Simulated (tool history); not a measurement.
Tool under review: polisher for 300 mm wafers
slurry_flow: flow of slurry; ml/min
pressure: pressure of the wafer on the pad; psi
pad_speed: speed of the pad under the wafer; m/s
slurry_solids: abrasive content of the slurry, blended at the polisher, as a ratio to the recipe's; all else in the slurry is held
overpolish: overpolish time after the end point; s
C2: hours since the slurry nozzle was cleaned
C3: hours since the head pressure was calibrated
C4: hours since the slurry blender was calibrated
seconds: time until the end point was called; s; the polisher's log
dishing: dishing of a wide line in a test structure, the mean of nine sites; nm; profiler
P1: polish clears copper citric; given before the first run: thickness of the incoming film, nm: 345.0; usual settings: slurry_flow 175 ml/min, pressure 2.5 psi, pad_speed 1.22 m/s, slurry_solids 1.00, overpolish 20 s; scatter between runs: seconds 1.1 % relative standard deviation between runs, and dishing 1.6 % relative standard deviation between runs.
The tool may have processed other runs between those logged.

run 1 hour=10.6 | slurry_flow=175 pressure=2.5 pad_speed=1.22 slurry_solids=1.00 overpolish=20 | wafers_polished_on_this_pad=874 C2=327.6 C3=128.1 C4=147.4 | seconds=120.500 dishing=29.443
run 2 hour=19.0 | slurry_flow=175 pressure=3.6 pad_speed=1.22 slurry_solids=1.00 overpolish=20 | wafers_polished_on_this_pad=947 C2=336.0 C3=136.5 C4=155.8 | seconds=87.262 dishing=34.961
run 3 hour=26.4 | slurry_flow=240 pressure=2.5 pad_speed=1.22 slurry_solids=1.00 overpolish=20 | wafers_polished_on_this_pad=1012 C2=343.4 C3=143.9 C4=163.2 | seconds=119.800 dishing=29.456
run 4 hour=34.2 | slurry_flow=175 pressure=2.5 pad_speed=1.22 slurry_solids=1.45 overpolish=20 | wafers_polished_on_this_pad=1081 C2=351.2 C3=151.7 C4=171.0 | seconds=111.990 dishing=30.333
run 5 hour=42.3 | slurry_flow=110 pressure=2.5 pad_speed=1.22 slurry_solids=1.00 overpolish=20 | wafers_polished_on_this_pad=1152 C2=359.3 C3=159.8 C4=179.1 | seconds=133.930 dishing=27.675
run 6 hour=53.2 | slurry_flow=175 pressure=2.5 pad_speed=1.22 slurry_solids=1.00 overpolish=6 | wafers_polished_on_this_pad=1247 C2=370.2 C3=170.7 C4=190.0 | seconds=122.600 dishing=11.631
run 7 hour=64.7 | slurry_flow=175 pressure=2.5 pad_speed=1.22 slurry_solids=1.00 overpolish=20 | wafers_polished_on_this_pad=1348 C2=381.7 C3=182.2 C4=201.5 | seconds=120.650 dishing=28.772
run 8 hour=75.9 | slurry_flow=175 pressure=2.5 pad_speed=1.22 slurry_solids=0.75 overpolish=20 | wafers_polished_on_this_pad=1446 C2=392.9 C3=193.4 C4=212.7 | seconds=129.650 dishing=27.659
run 9 hour=84.4 | slurry_flow=175 pressure=2.5 pad_speed=1.22 slurry_solids=1.00 overpolish=20 | wafers_polished_on_this_pad=1520 C2=401.4 C3=201.9 C4=221.2 | seconds=121.830 dishing=28.336
run 10 hour=91.2 | slurry_flow=175 pressure=2.5 pad_speed=1.22 slurry_solids=1.00 overpolish=20 | wafers_polished_on_this_pad=1580 C2=408.2 C3=208.7 C4=228.0 | seconds=122.330 dishing=28.964
run 11 hour=97.8 | slurry_flow=175 pressure=2.5 pad_speed=1.74 slurry_solids=1.00 overpolish=20 | wafers_polished_on_this_pad=1637 C2=414.8 C3=215.3 C4=234.6 | seconds=85.792 dishing=34.536
-- hour=102.9 slurry blender recalibrated
run 12 hour=103.4 | slurry_flow=175 pressure=2.5 pad_speed=1.22 slurry_solids=1.00 overpolish=29 | wafers_polished_on_this_pad=1686 C2=420.4 C3=220.9 C4=0.6 | seconds=122.470 dishing=36.250
run 13 hour=109.8 | slurry_flow=175 pressure=1.5 pad_speed=1.22 slurry_solids=1.00 overpolish=20 | wafers_polished_on_this_pad=1743 C2=426.8 C3=227.3 C4=7.0 | seconds=201.670 dishing=20.021
run 14 hour=119.1 | slurry_flow=175 pressure=2.5 pad_speed=0.80 slurry_solids=1.00 overpolish=20 | wafers_polished_on_this_pad=1824 C2=436.1 C3=236.6 C4=16.3 | seconds=188.390 dishing=21.933

The next listed run, before its measurement:
-- hour=127.4 head pressure recalibrated
run 15 hour=128.6 | slurry_flow=175 pressure=2.5 pad_speed=1.22 slurry_solids=1.00 overpolish=20 | wafers_polished_on_this_pad=1907 C2=445.6 C3=1.2 C4=25.8 | seconds=? dishing=?

{"run 15": {"seconds": 123.42, "dishing": 29.18}}
